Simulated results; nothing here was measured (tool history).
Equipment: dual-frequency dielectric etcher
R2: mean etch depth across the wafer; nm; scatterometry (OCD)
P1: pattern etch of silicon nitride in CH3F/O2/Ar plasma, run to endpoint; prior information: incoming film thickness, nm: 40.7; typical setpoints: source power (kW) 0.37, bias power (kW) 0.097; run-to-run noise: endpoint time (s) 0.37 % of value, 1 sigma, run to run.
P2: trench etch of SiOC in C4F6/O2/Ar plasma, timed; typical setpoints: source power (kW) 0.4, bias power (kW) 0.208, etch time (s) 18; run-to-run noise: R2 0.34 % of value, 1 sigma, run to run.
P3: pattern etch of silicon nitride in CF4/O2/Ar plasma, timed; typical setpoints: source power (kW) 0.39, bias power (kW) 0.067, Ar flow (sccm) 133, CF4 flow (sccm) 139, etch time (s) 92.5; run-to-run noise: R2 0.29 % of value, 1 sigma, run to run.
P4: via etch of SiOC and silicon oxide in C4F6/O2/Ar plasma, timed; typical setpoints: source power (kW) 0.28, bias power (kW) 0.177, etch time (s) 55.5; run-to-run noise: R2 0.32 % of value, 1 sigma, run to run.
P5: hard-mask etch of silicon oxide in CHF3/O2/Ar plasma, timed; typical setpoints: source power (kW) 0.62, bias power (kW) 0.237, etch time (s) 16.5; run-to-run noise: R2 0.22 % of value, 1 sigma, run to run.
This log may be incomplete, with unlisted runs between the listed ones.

{"run": 1, "hour": 5.1, "process that ran": "P1", "source power (kW)": 0.37, "bias power (kW)": 0.097, "endpoint time (s)": 54.374}
{"run": 2, "hour": 8.7, "process that ran": "P5", "source power (kW)": 0.87, "bias power (kW)": 0.237, "etch time (s)": 16.5, "R2": 41.375}
{"run": 3, "hour": 14.1, "process that ran": "P3", "source power (kW)": 0.29, "bias power (kW)": 0.067, "etch time (s)": 92.5, "Ar flow (sccm)": 133, "CF4 flow (sccm)": 139, "R2": 126.68}
{"run": 4, "hour": 17.4, "process that ran": "P5", "source power (kW)": 0.62, "bias power (kW)": 0.237, "etch time (s)": 16.5, "R2": 36.337}
{"run": 5, "hour": 20.9, "process that ran": "P4", "source power (kW)": 0.28, "bias power (kW)": 0.177, "etch time (s)": 38.5, "R2": 37.692}
{"run": 6, "hour": 24.9, "process that ran": "P1", "source power (kW)": 0.37, "bias power (kW)": 0.097, "endpoint time (s)": 54.235}
{"run": 7, "hour": 28.1, "process that ran": "P3", "source power (kW)": 0.39, "bias power (kW)": 0.067, "etch time (s)": 92.5, "Ar flow (sccm)": 133, "CF4 flow (sccm)": 139, "R2": 163.83}
{"run": 8, "hour": 31.7, "process that ran": "P5", "source power (kW)": 0.62, "bias power (kW)": 0.237, "etch time (s)": 9, "R2": 19.856}
{"run": 9, "hour": 35.9, "process that ran": "P4", "source power (kW)": 0.21, "bias power (kW)": 0.177, "etch time (s)": 55.5, "R2": 48.431}
{"run": 10, "hour": 39.2, "process that ran": "P5", "source power (kW)": 0.62, "bias power (kW)": 0.145, "etch time (s)": 16.5, "R2": 30.907}
{"run": 11, "hour": 45.7, "process that ran": "P1", "source power (kW)": 0.46, "bias power (kW)": 0.118, "endpoint time (s)": 46.587}
{"run": 12, "hour": 49.9, "process that ran": "P4", "source power (kW)": 0.28, "bias power (kW)": 0.116, "etch time (s)": 55.5, "R2": 47.313}
{"run": 13, "hour": 55.9, "process that ran": "P2", "source power (kW)": 0.51, "bias power (kW)": 0.208, "etch time (s)": 18, "R2": 44.203}
{"run": 14, "hour": 60.8, "process that ran": "P2", "source power (kW)": 0.4, "bias power (kW)": 0.268, "etch time (s)": 18, "R2": 43.835}
{"run": 15, "hour": 66.5, "process that ran": "P3", "source power (kW)": 0.39, "bias power (kW)": 0.053, "etch time (s)": 92.5, "Ar flow (sccm)": 133, "CF4 flow (sccm)": 139, "R2": 149.96}
{"run": 16, "hour": 70.7, "process that ran": "P1", "source power (kW)": 0.48, "bias power (kW)": 0.097, "endpoint time (s)": 49.03}
{"run": 17, "hour": 74.2, "process that ran": "P1", "source power (kW)": 0.31, "bias power (kW)": 0.122, "endpoint time (s)": 52.811}
{"run": 18, "hour": 77.3, "process that ran": "P1", "source power (kW)": 0.37, "bias power (kW)": 0.097, "endpoint time (s)": 54.182}
{"run": 19, "hour": 81.7, "process that ran": "P2", "source power (kW)": 0.4, "bias power (kW)": 0.208, "etch time (s)": 18, "R2": 40.407}
{"run": 20, "hour": 84.7, "process that ran": "P1", "source power (kW)": 0.25, "bias power (kW)": 0.066, "endpoint time (s)": 71.954}
{"run": 21, "hour": 89.9, "process that ran": "P1", "source power (kW)": 0.37, "bias power (kW)": 0.117, "endpoint time (s)": 50.471}
{"run": 22, "hour": 93.6, "process that ran": "P2", "source power (kW)": 0.4, "bias power (kW)": 0.208, "etch time (s)": 24.5, "R2": 55.191}
{"run": 23, "hour": 97.0, "process that ran": "P1", "source power (kW)": 0.37, "bias power (kW)": 0.059, "endpoint time (s)": 64.032}
{"run": 24, "hour": 102.4, "process that ran": "P1", "source power (kW)": 0.26, "bias power (kW)": 0.097, "endpoint time (s)": 61.644}

Run 25 is up next; what results do you expect?
{"run": 25, "hour": 107.1, "process that ran": "P3", "source power (kW)": 0.39, "bias power (kW)": 0.067, "etch time (s)": 61, "Ar flow (sccm)": 133, "CF4 flow (sccm)": 139, "R2": "?"}

R2: 108.47 nm

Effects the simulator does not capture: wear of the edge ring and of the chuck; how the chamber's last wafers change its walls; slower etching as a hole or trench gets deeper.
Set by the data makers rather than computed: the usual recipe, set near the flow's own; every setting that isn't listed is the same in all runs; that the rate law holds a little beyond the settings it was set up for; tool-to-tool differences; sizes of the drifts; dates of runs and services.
